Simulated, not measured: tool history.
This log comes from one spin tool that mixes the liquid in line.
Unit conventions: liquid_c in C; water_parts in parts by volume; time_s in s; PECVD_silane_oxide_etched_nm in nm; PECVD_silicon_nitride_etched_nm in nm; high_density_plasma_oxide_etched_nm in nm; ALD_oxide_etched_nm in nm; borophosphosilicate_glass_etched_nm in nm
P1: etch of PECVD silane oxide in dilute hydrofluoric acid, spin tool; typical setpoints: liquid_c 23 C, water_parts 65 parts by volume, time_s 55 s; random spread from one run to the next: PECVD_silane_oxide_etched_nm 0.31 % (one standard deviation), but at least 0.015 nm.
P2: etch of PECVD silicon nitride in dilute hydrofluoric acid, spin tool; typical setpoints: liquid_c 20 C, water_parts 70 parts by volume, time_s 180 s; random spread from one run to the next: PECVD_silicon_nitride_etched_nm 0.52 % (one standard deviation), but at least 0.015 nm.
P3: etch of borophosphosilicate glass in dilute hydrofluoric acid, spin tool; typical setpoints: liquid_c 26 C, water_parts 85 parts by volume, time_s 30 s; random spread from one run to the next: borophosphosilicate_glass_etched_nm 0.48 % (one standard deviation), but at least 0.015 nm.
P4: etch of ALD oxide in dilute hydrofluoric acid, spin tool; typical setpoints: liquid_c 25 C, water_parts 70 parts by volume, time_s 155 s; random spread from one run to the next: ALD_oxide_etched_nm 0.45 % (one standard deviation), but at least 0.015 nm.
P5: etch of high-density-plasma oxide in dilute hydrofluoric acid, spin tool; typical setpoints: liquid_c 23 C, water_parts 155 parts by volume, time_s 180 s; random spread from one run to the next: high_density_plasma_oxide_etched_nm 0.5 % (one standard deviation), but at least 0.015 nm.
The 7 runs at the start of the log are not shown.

run   hour  process  liquid_c  water_parts  time_s  hours since the thermometer was replaced  hours since the hydrofluoric acid flow meter was replaced  PECVD_silane_oxide_etched_nm  PECVD_silicon_nitride_etched_nm  high_density_plasma_oxide_etched_nm  ALD_oxide_etched_nm  borophosphosilicate_glass_etched_nm
  8   97.4       P1        23           90      85                                     795.3                                                     1075.6                        24.421
  9  114.6       P4        25           70     155                                     812.5                                                     1092.8                                                                                                                   37.952
 10  127.9       P1        31           65      55                                     825.8                                                     1106.1                        31.058
 11  142.7       P1        30           90      55                                     840.6                                                     1120.9                        20.751
 12  150.4       P2        20           70     285                                     848.3                                                     1128.6                                                         10.756
 13    165       P3        26           85      15                                     862.9                                                     1143.2                                                                                                                                                        11.667
 14  180.5       P2        17           70     180                                     878.4                                                     1158.7                                                         5.4304
 15  195.9       P1        23           65      90                                     893.8                                                     1174.1                        36.677
 16  206.3       P1        23           65      15                                     904.2                                                     1184.5                        6.1271
 17  219.1       P5        23          255     180                                       917                                                     1197.3                                                                                               2.942
 18  230.4       P2        20           30     180                                     928.3                                                     1208.6                                                         15.327
 19  242.8       P1      18.5           65      55                                     940.7                                                       1221                        18.681
 20  250.8       P1        23           40      55                                     948.7                                                       1229                        37.757
 21  266.8       P3        18           85      30                                     964.7                                                       1245                                                                                                                                                        16.638
 22  276.8       P4        25           70      15                                     974.7                                                       1255                                                                                                                   3.6832
 23  293.7       P4        25           30     155                                     991.6                                                     1271.9                                                                                                                   92.742
 24  307.2       P1        23          110      55                                    1005.1                                                     1285.4                        12.557
 25  318.2       P1        23           65      55                                    1016.1                                                     1296.4                        22.612
 26  327.4       P5        23          155     340                                    1025.3                                                     1305.6                                                                                              10.039
 27  341.4       P1        23           65      55                                    1039.3                                                     1319.6                        22.533
 28  352.5       P3        26           85      30                                    1050.4                                                     1330.7                                                                                                                                                        23.209
 29    368       P5        23          155     180                                    1065.9                                                     1346.2                                                                                              5.2908
 30  381.4       P3        26           85      30                                    1079.3                                                     1359.6                                                                                                                                                        23.351

Run 31 has not been measured yet. What should we expect?
 31  390.2       P1        23           65      55                                    1088.1                                                     1368.4                             ?

Run 31 came out at PECVD_silane_oxide_etched_nm 22.544 nm.
